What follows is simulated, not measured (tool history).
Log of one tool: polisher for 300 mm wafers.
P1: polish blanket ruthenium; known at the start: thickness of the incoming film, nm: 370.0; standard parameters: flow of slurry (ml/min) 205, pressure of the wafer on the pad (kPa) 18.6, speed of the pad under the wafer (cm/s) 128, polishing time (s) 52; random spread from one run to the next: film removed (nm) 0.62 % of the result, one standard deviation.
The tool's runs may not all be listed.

run	hour	flow of slurry (ml/min)	pressure of the wafer on the pad (kPa)	speed of the pad under the wafer (cm/s)	polishing time (s)	film removed (nm)
1	18.9	205	18.6	128	52	90.759
2	27.5	205	9.0	178	52	61.259
3	40.8	205	18.6	196	52	140.160
4	50.0	205	18.6	128	52	90.662
5	65.9	205	8.3	128	52	40.398
6	75.9	205	18.6	128	34	59.349
7	84.3	205	18.6	128	80	139.870
8	96.9	205	28.3	128	52	138.950
9	113.3	205	18.6	68	52	48.768
10	121.8	275	18.6	82	52	60.668
11	133.4	205	18.6	128	52	91.897
12	147.7	205	18.6	128	52	90.621
13	164.9	205	18.6	128	52	91.725
14	176.9	305	18.6	128	52	95.638
15	193.2	125	18.6	128	52	84.089
16	205.3	205	18.6	128	52	91.119
17	223.2	205	22.8	128	39	83.894
18	235.3	205	18.6	128	52	90.999
19	248.9	205	18.6	128	52	89.050

Run 20 has not been measured yet. What should we expect?
20	257.1	205	18.6	128	52	?

{"run 20": {"film removed (nm)": 86.558}}

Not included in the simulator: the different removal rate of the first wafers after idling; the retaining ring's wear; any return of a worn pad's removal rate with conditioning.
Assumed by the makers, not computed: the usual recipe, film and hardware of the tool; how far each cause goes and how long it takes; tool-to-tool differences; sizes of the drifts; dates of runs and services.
